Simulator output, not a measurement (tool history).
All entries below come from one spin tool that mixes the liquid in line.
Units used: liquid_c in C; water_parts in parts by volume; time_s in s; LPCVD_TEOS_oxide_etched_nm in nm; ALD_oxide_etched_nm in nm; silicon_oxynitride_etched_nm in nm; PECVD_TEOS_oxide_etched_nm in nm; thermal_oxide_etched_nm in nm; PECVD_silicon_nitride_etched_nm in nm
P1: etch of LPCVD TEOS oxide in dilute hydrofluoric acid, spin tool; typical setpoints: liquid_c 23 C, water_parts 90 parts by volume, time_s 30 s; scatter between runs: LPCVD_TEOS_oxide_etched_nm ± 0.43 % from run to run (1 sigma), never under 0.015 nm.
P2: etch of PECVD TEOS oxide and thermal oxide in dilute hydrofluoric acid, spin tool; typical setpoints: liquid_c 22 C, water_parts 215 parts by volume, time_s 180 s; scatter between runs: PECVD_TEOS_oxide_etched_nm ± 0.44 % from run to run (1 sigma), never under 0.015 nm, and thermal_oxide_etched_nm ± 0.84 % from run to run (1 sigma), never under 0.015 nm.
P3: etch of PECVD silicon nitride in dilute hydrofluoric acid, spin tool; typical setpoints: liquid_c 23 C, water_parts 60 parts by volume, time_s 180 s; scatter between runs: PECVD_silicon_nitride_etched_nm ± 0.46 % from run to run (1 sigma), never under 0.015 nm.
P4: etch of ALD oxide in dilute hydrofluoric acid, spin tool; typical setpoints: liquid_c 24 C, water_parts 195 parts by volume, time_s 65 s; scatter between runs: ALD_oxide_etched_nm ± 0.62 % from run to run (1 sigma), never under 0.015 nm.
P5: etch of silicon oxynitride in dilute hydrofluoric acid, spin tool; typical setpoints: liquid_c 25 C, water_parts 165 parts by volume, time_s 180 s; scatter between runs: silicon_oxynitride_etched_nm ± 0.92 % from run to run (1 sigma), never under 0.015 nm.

run   hour  process  liquid_c  water_parts  time_s  LPCVD_TEOS_oxide_etched_nm  ALD_oxide_etched_nm  silicon_oxynitride_etched_nm  PECVD_TEOS_oxide_etched_nm  thermal_oxide_etched_nm  PECVD_silicon_nitride_etched_nm
  1      3       P1        23           90      30                      10.126
  2    8.8       P4        24          195      65                                           4.8587
  3   14.7       P5        25          165     180                                                                         2.3893
  4   18.4       P1        23           30      30                      32.752
  5   22.4       P1      18.5           90      30                      8.3884
  6   25.2       P1        23          160      30                      5.2589
  7   28.8       P1        23           90      15                      5.1186
  8   34.4       P2        22          215     180                                                                                                      8.855                   3.2462
  9   37.9       P1        23           35      55                      51.097
 10   42.1       P1        23           90      30                      10.133
 11   46.1       P4        24          320      65                                           2.5856
 12   50.7       P5        25          165     180                                                                         2.4187
 13   56.4       P4      28.5          195      65                                           5.7824
 14   60.2       P5        25          265     180                                                                         1.3785
 15   64.5       P3        23           60      70                                                                                                                                                               4.3705
 16     69       P4        24          195      65                                           4.8312
 17   72.4       P1        23           90      30                      10.181
 18   76.1       P2        22          215     180                                                                                                     8.8508                   3.2851
 19   80.9       P1        23           90      30                      10.059
 20   87.1       P1        23           90      30                      10.197
 21   91.8       P1        27           90      30                       12.02
 22   97.4       P3        17           60     180                                                                                                                                                               7.4166
 23  103.2       P3        23           20     180                                                                                                                                                               32.184
     105.2  -- thermometer replaced
 24  107.3       P5        25          165      65                                                                        0.87449
 25  110.4       P1        23           90      30                      10.199
 26  114.7       P4        24          195      15                                           1.0927
 27  117.8       P2        22           85     180                                                                                                     25.916                   9.5089
 28    122       P3        23           60     180                                                                                                                                                               11.102
 29    126       P3        23           60     180                                                                                                                                                               11.106
 30    129       P1        23           90      55                      18.592
 31  133.6       P5        33          165     180                                                                         3.3874
 32  137.6       P2      27.5          215     180                                                                                                     10.807                   3.9774
 33    141       P2        22          215     100                                                                                                      4.989                   1.8204
 34  144.6       P1        23           90      30                      10.167
 35  150.2       P1        23           90      30                      9.8623
 36  154.1       P1        23           90      30                      9.6997
 37    158       P1        23           90      30                      9.5727

Run 38 is up next; what results do you expect?
 38  163.7       P1        23           90      30                           ?

{"run 38": {"LPCVD_TEOS_oxide_etched_nm": 9.5381}}
